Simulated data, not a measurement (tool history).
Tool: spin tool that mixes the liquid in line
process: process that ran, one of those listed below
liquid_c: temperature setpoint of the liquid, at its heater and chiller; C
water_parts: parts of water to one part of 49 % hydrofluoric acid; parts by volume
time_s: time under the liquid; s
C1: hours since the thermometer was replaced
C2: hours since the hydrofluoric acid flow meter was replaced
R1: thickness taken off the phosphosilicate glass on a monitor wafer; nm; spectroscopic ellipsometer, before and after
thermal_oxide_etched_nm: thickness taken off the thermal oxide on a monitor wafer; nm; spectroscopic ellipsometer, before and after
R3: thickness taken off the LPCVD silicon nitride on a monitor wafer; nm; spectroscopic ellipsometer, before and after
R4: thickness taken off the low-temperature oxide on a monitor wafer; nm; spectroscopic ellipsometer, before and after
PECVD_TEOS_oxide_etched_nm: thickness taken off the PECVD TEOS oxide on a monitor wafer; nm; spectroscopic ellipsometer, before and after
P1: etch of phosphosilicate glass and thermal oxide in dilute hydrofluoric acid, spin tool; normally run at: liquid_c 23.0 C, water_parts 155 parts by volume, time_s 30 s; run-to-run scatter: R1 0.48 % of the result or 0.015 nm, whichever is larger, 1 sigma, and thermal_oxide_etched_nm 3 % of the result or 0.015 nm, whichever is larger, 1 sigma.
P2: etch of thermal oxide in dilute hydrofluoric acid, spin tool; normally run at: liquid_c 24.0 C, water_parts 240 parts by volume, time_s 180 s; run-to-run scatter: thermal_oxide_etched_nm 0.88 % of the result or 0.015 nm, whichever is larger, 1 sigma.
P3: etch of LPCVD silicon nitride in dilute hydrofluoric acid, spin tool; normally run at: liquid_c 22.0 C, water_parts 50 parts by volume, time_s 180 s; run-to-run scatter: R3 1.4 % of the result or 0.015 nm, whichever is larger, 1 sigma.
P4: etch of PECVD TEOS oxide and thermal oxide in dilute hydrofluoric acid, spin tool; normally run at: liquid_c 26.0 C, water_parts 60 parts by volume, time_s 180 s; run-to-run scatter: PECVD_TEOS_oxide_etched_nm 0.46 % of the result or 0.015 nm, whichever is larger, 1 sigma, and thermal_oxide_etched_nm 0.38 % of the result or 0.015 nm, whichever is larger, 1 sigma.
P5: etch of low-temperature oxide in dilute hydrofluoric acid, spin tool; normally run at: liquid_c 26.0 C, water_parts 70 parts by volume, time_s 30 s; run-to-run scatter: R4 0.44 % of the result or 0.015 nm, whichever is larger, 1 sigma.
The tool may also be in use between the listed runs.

run 1 day=0.517 | process=P1 liquid_c=23.0 water_parts=155 time_s=30 | C1=215.3 C2=1043.3 | R1=15.8490 thermal_oxide_etched_nm=0.82245
run 2 day=0.771 | process=P3 liquid_c=17.0 water_parts=50 time_s=180 | C1=221.4 C2=1049.4 | R3=1.025700
run 3 day=1.292 | process=P1 liquid_c=17.0 water_parts=155 time_s=30 | C1=233.9 C2=1061.9 | R1=12.3990 thermal_oxide_etched_nm=0.61941
run 4 day=1.521 | process=P3 liquid_c=22.0 water_parts=50 time_s=15 | C1=239.4 C2=1067.4 | R3=0.095401
run 5 day=2.012 | process=P2 liquid_c=24.0 water_parts=240 time_s=50 | C1=251.2 C2=1079.2 | thermal_oxide_etched_nm=0.87809
run 6 day=2.462 | process=P1 liquid_c=29.0 water_parts=155 time_s=30 | C1=262.0 C2=1090.0 | R1=19.8530 thermal_oxide_etched_nm=1.03110
run 7 day=2.754 | process=P2 liquid_c=18.0 water_parts=240 time_s=180 | C1=269.0 C2=1097.0 | thermal_oxide_etched_nm=2.42990
run 8 day=3.129 | process=P3 liquid_c=22.0 water_parts=20 time_s=180 | C1=278.0 C2=1106.0 | R3=3.520900
run 9 day=3.479 | process=P5 liquid_c=26.0 water_parts=125 time_s=30 | C1=286.4 C2=1114.4 | R4=5.8483
run 10 day=3.712 | process=P1 liquid_c=23.0 water_parts=155 time_s=15 | C1=292.0 C2=1120.0 | R1=7.9788 thermal_oxide_etched_nm=0.38084
run 11 day=4.071 | process=P5 liquid_c=34.0 water_parts=70 time_s=30 | C1=300.6 C2=1128.6 | R4=15.2580
run 12 day=4.475 | process=P1 liquid_c=23.0 water_parts=155 time_s=30 | C1=310.3 C2=1138.3 | R1=15.8640 thermal_oxide_etched_nm=0.82001
run 13 day=4.904 | process=P1 liquid_c=23.0 water_parts=60 time_s=30 | C1=320.6 C2=1148.6 | R1=46.4160 thermal_oxide_etched_nm=2.32100
run 14 day=5.388 | process=P4 liquid_c=26.0 water_parts=60 time_s=75 | C1=332.2 C2=1160.2 | thermal_oxide_etched_nm=6.67840 PECVD_TEOS_oxide_etched_nm=13.947
run 15 day=5.650 | process=P3 liquid_c=22.0 water_parts=50 time_s=180 | C1=338.5 C2=1166.5 | R3=1.403900
run 16 day=5.942 | process=P1 liquid_c=23.0 water_parts=230 time_s=30 | C1=345.5 C2=1173.5 | R1=9.9335 thermal_oxide_etched_nm=0.46172
run 17 day=6.283 | process=P1 liquid_c=23.0 water_parts=235 time_s=60 | C1=353.7 C2=1181.7 | R1=19.3210 thermal_oxide_etched_nm=0.99376
run 18 day=6.712 | process=P1 liquid_c=19.0 water_parts=155 time_s=50 | C1=364.0 C2=1192.0 | R1=22.6630 thermal_oxide_etched_nm=1.18440
run 19 day=7.154 | process=P1 liquid_c=23.0 water_parts=155 time_s=30 | C1=374.6 C2=1202.6 | R1=15.9360 thermal_oxide_etched_nm=0.79845
run 20 day=7.479 | process=P4 liquid_c=34.0 water_parts=60 time_s=180 | C1=382.4 C2=1210.4 | thermal_oxide_etched_nm=21.95800 PECVD_TEOS_oxide_etched_nm=45.444
run 21 day=7.988 | process=P5 liquid_c=26.0 water_parts=70 time_s=30 | C1=394.6 C2=1222.6 | R4=11.1450
run 22 day=8.271 | process=P1 liquid_c=23.0 water_parts=155 time_s=30 | C1=401.4 C2=1229.4 | R1=15.9030 thermal_oxide_etched_nm=0.82434
run 23 day=8.800 | process=P3 liquid_c=22.0 water_parts=50 time_s=180 | C1=414.1 C2=1242.1 | R3=1.474800
run 24 day=9.242 | process=P1 liquid_c=17.5 water_parts=155 time_s=15 | C1=424.7 C2=1252.7 | R1=6.4449 thermal_oxide_etched_nm=0.30803
run 25 day=9.771 | process=P2 liquid_c=24.0 water_parts=45 time_s=180 | C1=437.4 C2=1265.4 | thermal_oxide_etched_nm=20.26700
run 26 day=10.188 | process=P4 liquid_c=26.0 water_parts=60 time_s=180 | C1=447.4 C2=1275.4 | thermal_oxide_etched_nm=16.12200 PECVD_TEOS_oxide_etched_nm=33.313
run 27 day=10.446 | process=P5 liquid_c=26.0 water_parts=70 time_s=30 | C1=453.6 C2=1281.6 | R4=11.2090
run 28 day=10.942 | process=P1 liquid_c=23.0 water_parts=155 time_s=30 | C1=465.5 C2=1293.5 | R1=15.8030 thermal_oxide_etched_nm=0.88506
run 29 day=11.192 | process=P4 liquid_c=26.0 water_parts=95 time_s=180 | C1=471.5 C2=1299.5 | thermal_oxide_etched_nm=9.66850 PECVD_TEOS_oxide_etched_nm=20.014
run 30 day=11.421 | process=P1 liquid_c=23.0 water_parts=155 time_s=30 | C1=477.0 C2=1305.0 | R1=15.9340 thermal_oxide_etched_nm=0.82208
run 31 day=11.796 | process=P1 liquid_c=23.0 water_parts=155 time_s=60 | C1=486.0 C2=1314.0 | R1=31.9010 thermal_oxide_etched_nm=1.60260
run 32 day=12.188 | process=P1 liquid_c=23.0 water_parts=155 time_s=30 | C1=495.4 C2=1323.4 | R1=15.8700 thermal_oxide_etched_nm=0.77268
run 33 day=12.562 | process=P5 liquid_c=26.0 water_parts=70 time_s=15 | C1=504.4 C2=1332.4 | R4=5.6339
run 34 day=12.862 | process=P2 liquid_c=24.0 water_parts=240 time_s=180 | C1=511.6 C2=1339.6 | thermal_oxide_etched_nm=3.05620
run 35 day=13.383 | process=P4 liquid_c=26.0 water_parts=60 time_s=180 | C1=524.1 C2=1352.1 | thermal_oxide_etched_nm=16.00300 PECVD_TEOS_oxide_etched_nm=33.440
run 36 day=13.621 | process=P1 liquid_c=23.0 water_parts=155 time_s=30 | C1=529.8 C2=1357.8 | R1=16.0330 thermal_oxide_etched_nm=0.74258
run 37 day=14.054 | process=P1 liquid_c=23.0 water_parts=155 time_s=30 | C1=540.2 C2=1368.2 | R1=15.4870 thermal_oxide_etched_nm=0.78762
run 38 day=14.358 | process=P1 liquid_c=23.0 water_parts=155 time_s=30 | C1=547.5 C2=1375.5 | R1=15.2860 thermal_oxide_etched_nm=0.77639
run 39 day=14.833 | process=P1 liquid_c=23.0 water_parts=155 time_s=30 | C1=558.9 C2=1386.9 | R1=15.0740 thermal_oxide_etched_nm=0.77629
run 40 day=15.133 | process=P1 liquid_c=23.0 water_parts=155 time_s=30 | C1=566.1 C2=1394.1 | R1=15.1490 thermal_oxide_etched_nm=0.81940
run 41 day=15.588 | process=P1 liquid_c=23.0 water_parts=155 time_s=30 | C1=577.0 C2=1405.0 | R1=15.0570 thermal_oxide_etched_nm=0.81861
run 42 day=15.846 | process=P1 liquid_c=23.0 water_parts=155 time_s=30 | C1=583.2 C2=1411.2 | R1=14.9140 thermal_oxide_etched_nm=0.75950

What P1 gives has crept away from where it was. These 2 causes fit the log equally well, each at the size given:
A: hydrofluoric acid flow below the setpoint (%) = 4.74
B: liquid colder than its thermometer reads (K) = 1.48
The creep began at about day 13.621.

4 check runs are offered, each on 5 wafers whose results are averaged, their results left as question marks. Which one tells the causes apart?
run check 1 day=16.104 | process=P4 liquid_c=31.0 water_parts=60 time_s=100 | thermal_oxide_etched_nm=? PECVD_TEOS_oxide_etched_nm=?
run check 2 day=16.104 | process=P5 liquid_c=26.0 water_parts=100 time_s=30 | R4=?
run check 3 day=16.104 | process=P3 liquid_c=17.0 water_parts=20 time_s=180 | R3=?
run check 4 day=16.104 | process=P2 liquid_c=24.0 water_parts=60 time_s=180 | thermal_oxide_etched_nm=?

What each check would give under each cause:
check=check_1 result=thermal_oxide_etched_nm if_A=10.29500 if_B=10.25200
check=check_1 result=PECVD_TEOS_oxide_etched_nm if_A=21.365 if_B=21.276
check=check_2 result=R4 if_A=7.1487 if_B=7.1275
check=check_3 result=R3 if_A=2.356500 if_B=2.217300
check=check_4 result=thermal_oxide_etched_nm if_A=14.22500 if_B=14.10800
How far apart the two closest causes lie, in the result that separates them most: check 1 0.42 %; check 2 0.3 %; check 3 6.09 %; check 4 0.83 %
Check 3 tells the causes apart: in the others they would give nearly the same result.

Then check 3 was run and gave: R3 2.358100 nm. Which cause is it?

It is A: hydrofluoric acid flow below the setpoint (%).
